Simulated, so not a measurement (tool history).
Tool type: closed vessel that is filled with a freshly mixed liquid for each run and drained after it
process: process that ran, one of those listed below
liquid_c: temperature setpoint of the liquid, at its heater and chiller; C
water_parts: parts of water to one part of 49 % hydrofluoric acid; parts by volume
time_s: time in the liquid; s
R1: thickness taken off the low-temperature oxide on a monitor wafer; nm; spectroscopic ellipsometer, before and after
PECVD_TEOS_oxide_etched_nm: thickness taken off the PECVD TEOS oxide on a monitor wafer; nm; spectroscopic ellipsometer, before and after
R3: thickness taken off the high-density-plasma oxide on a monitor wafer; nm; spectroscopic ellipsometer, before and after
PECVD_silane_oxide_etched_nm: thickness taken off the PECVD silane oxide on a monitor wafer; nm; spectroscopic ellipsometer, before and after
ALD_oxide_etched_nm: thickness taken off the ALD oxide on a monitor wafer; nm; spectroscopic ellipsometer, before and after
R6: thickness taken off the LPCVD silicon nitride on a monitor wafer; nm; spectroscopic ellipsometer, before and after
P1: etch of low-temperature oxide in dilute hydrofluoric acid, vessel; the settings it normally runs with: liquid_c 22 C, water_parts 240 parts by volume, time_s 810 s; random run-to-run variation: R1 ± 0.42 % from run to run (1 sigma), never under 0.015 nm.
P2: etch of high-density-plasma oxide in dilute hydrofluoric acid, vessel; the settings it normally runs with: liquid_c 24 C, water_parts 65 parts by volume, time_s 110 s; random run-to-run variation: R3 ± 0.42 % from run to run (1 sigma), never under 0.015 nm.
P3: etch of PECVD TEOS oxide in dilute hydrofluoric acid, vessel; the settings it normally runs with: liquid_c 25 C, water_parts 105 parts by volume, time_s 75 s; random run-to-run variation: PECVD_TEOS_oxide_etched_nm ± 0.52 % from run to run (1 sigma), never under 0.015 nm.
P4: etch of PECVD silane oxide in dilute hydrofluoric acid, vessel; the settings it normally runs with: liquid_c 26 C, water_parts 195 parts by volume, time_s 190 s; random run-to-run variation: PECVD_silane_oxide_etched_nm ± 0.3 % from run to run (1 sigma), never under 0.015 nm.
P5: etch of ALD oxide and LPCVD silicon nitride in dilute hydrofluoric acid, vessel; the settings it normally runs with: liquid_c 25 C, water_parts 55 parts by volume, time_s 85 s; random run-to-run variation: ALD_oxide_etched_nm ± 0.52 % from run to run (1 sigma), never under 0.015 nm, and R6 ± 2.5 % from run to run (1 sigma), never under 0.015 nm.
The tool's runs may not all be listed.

Run 1, hour 4.7: process P1, liquid_c 22 C, water_parts 240 parts by volume, time_s 810 s. Result: R1 45.534 nm.
Run 2, hour 9.4: process P1, liquid_c 22 C, water_parts 415 parts by volume, time_s 215 s. Result: R1 5.925 nm.
Run 3, hour 15.3: process P1, liquid_c 22 C, water_parts 240 parts by volume, time_s 810 s. Result: R1 45.494 nm.
Run 4, hour 21: process P3, liquid_c 25 C, water_parts 105 parts by volume, time_s 75 s. Result: PECVD_TEOS_oxide_etched_nm 6.4222 nm.
Run 5, hour 24.3: process P2, liquid_c 24 C, water_parts 65 parts by volume, time_s 30 s. Result: R3 2.4735 nm.
Run 6, hour 29.7: process P4, liquid_c 26 C, water_parts 195 parts by volume, time_s 30 s. Result: PECVD_silane_oxide_etched_nm 2.7976 nm.
Run 7, hour 33.4: process P1, liquid_c 22 C, water_parts 160 parts by volume, time_s 1345 s. Result: R1 123.35 nm.
Run 8, hour 36.6: process P2, liquid_c 24 C, water_parts 105 parts by volume, time_s 110 s. Result: R3 5.2815 nm.
Run 9, hour 40.1: process P3, liquid_c 25 C, water_parts 105 parts by volume, time_s 35 s. Result: PECVD_TEOS_oxide_etched_nm 3.0264 nm.
Run 10, hour 46.1: process P5, liquid_c 25 C, water_parts 85 parts by volume, time_s 85 s. Result: ALD_oxide_etched_nm 12.697 nm, R6 0.51463 nm.
Run 11, hour 49.7: process P1, liquid_c 22 C, water_parts 240 parts by volume, time_s 810 s. Result: R1 45.623 nm.
Run 12, hour 54.3: process P4, liquid_c 26 C, water_parts 90 parts by volume, time_s 190 s. Result: PECVD_silane_oxide_etched_nm 43.759 nm.
Run 13, hour 60.6: process P1, liquid_c 22 C, water_parts 65 parts by volume, time_s 810 s. Result: R1 202.84 nm.
Run 14, hour 66.4: process P1, liquid_c 22 C, water_parts 240 parts by volume, time_s 1170 s. Result: R1 65.701 nm.
Run 15, hour 69.4: process P5, liquid_c 25 C, water_parts 55 parts by volume, time_s 85 s. Result: ALD_oxide_etched_nm 20.56 nm, R6 0.81942 nm.
Run 16, hour 73.6: process P1, liquid_c 22 C, water_parts 405 parts by volume, time_s 810 s. Result: R1 23.227 nm.
Run 17, hour 76.8: process P5, liquid_c 25 C, water_parts 55 parts by volume, time_s 130 s. Result: ALD_oxide_etched_nm 31.366 nm, R6 1.2783 nm.
Run 18, hour 79.9: process P2, liquid_c 17 C, water_parts 65 parts by volume, time_s 110 s. Result: R3 6.6913 nm.
Run 19, hour 83.1: process P3, liquid_c 25 C, water_parts 145 parts by volume, time_s 75 s. Result: PECVD_TEOS_oxide_etched_nm 4.4413 nm.
Run 20, hour 87.3: process P1, liquid_c 22 C, water_parts 240 parts by volume, time_s 165 s. Result: R1 9.3008 nm.
Run 21, hour 93.1: process P2, liquid_c 24 C, water_parts 65 parts by volume, time_s 110 s. Result: R3 8.8644 nm.
Run 22, hour 98: process P4, liquid_c 18.5 C, water_parts 195 parts by volume, time_s 190 s. Result: PECVD_silane_oxide_etched_nm 13.382 nm.
Run 23, hour 104.7: process P1, liquid_c 22 C, water_parts 240 parts by volume, time_s 810 s. Result: R1 45.8 nm.
Run 24, hour 108.6: process P5, liquid_c 17 C, water_parts 55 parts by volume, time_s 85 s. Result: ALD_oxide_etched_nm 14.681 nm, R6 0.46305 nm.
Run 25, hour 114.4: process P5, liquid_c 25 C, water_parts 55 parts by volume, time_s 85 s. Result: ALD_oxide_etched_nm 20.309 nm, R6 0.81307 nm.
Run 26, hour 120: process P1, liquid_c 27.5 C, water_parts 240 parts by volume, time_s 810 s. Result: R1 55.724 nm.
Run 27, hour 124.8: process P3, liquid_c 32 C, water_parts 105 parts by volume, time_s 75 s. Result: PECVD_TEOS_oxide_etched_nm 8.4264 nm.
Run 28, hour 128.1: process P4, liquid_c 26 C, water_parts 195 parts by volume, time_s 190 s. Result: PECVD_silane_oxide_etched_nm 17.728 nm.
Run 29, hour 132.8: process P1, liquid_c 22 C, water_parts 240 parts by volume, time_s 810 s. Result: R1 45.569 nm.
Run 30, hour 136.7: process P1, liquid_c 17 C, water_parts 240 parts by volume, time_s 810 s. Result: R1 37.911 nm.
Run 31, hour 141.2: process P1, liquid_c 22 C, water_parts 240 parts by volume, time_s 810 s. Result: R1 45.373 nm.
Run 32, hour 144.4: process P1, liquid_c 22 C, water_parts 150 parts by volume, time_s 170 s. Result: R1 16.794 nm.
Run 33, hour 150.7: process P1, liquid_c 22 C, water_parts 240 parts by volume, time_s 810 s. Result: R1 45.52 nm.
Run 34, hour 157.4: process P1, liquid_c 22 C, water_parts 240 parts by volume, time_s 810 s. Result: R1 44.083 nm.
Run 35, hour 162.6: process P1, liquid_c 22 C, water_parts 240 parts by volume, time_s 810 s. Result: R1 43.564 nm.
Run 36, hour 168.4: process P1, liquid_c 22 C, water_parts 240 parts by volume, time_s 810 s. Result: R1 42.815 nm.
Run 37, hour 175.1: process P1, liquid_c 22 C, water_parts 240 parts by volume, time_s 810 s. Result: R1 42.839 nm.
Run 38, hour 181.2: process P1, liquid_c 22 C, water_parts 240 parts by volume, time_s 810 s. Result: R1 42.469 nm.
Run 39, hour 186.1: process P1, liquid_c 22 C, water_parts 240 parts by volume, time_s 810 s. Result: R1 42.351 nm.
Run 40, hour 190.5: process P1, liquid_c 22 C, water_parts 240 parts by volume, time_s 810 s. Result: R1 42.154 nm.
Run 41, hour 197.1: process P1, liquid_c 22 C, water_parts 240 parts by volume, time_s 810 s. Result: R1 41.981 nm.
Run 42, hour 203.2: process P1, liquid_c 22 C, water_parts 240 parts by volume, time_s 810 s. Result: R1 42.243 nm.
Run 43, hour 208.6: process P1, liquid_c 22 C, water_parts 240 parts by volume, time_s 810 s. Result: R1 42.34 nm.
Run 44, hour 212.7: process P1, liquid_c 22 C, water_parts 240 parts by volume, time_s 810 s. Result: R1 42.326 nm.

The log shows P1 creeping away from where it was. Any of the 2 causes listed here, at the size stated for it, fits the log just as well as the others:
A: liquid colder than its thermometer reads (K) = 2.05
B: hydrofluoric acid flow below the setpoint (%) = 5.96
Onset of the creep was near hour 150.7.

Which of the 4 check runs listed below, each an average over 5 wafers with its results shown as question marks, gives clearly different results under the different listed causes?
Run check 1, hour 216.8: process P2, liquid_c 24 C, water_parts 100 parts by volume, time_s 30 s. Result: R3 ?.
Run check 2, hour 216.8: process P5, liquid_c 22 C, water_parts 55 parts by volume, time_s 120 s. Result: ALD_oxide_etched_nm ?, R6 ?.
Run check 3, hour 216.8: process P4, liquid_c 26 C, water_parts 195 parts by volume, time_s 55 s. Result: PECVD_silane_oxide_etched_nm ?.
Run check 4, hour 216.8: process P3, liquid_c 32 C, water_parts 105 parts by volume, time_s 75 s. Result: PECVD_TEOS_oxide_etched_nm ?.

What each check would give under each cause:
  check                        result     if A     if B
check 1                            R3   1.3998   1.4177
check 2           ALD_oxide_etched_nm   23.502   23.982
check 2                            R6  0.82286  0.89225
check 3  PECVD_silane_oxide_etched_nm   4.7601   4.7595
check 4    PECVD_TEOS_oxide_etched_nm   7.7739   7.8106
Separation of the two closest causes in each check, using whichever result separates them best: check 1 1.28 %; check 2 8.1 %; check 3 0.01 %; check 4 0.47 %
The other checks would show nearly matching results whichever cause is true, so check 2 is the only one that separates the causes.

Running check 2 produced the following: ALD_oxide_etched_nm 23.453 nm; R6 0.82991 nm. Which one of the listed causes fits?

Of the candidate causes, it is A: liquid colder than its thermometer reads (K).
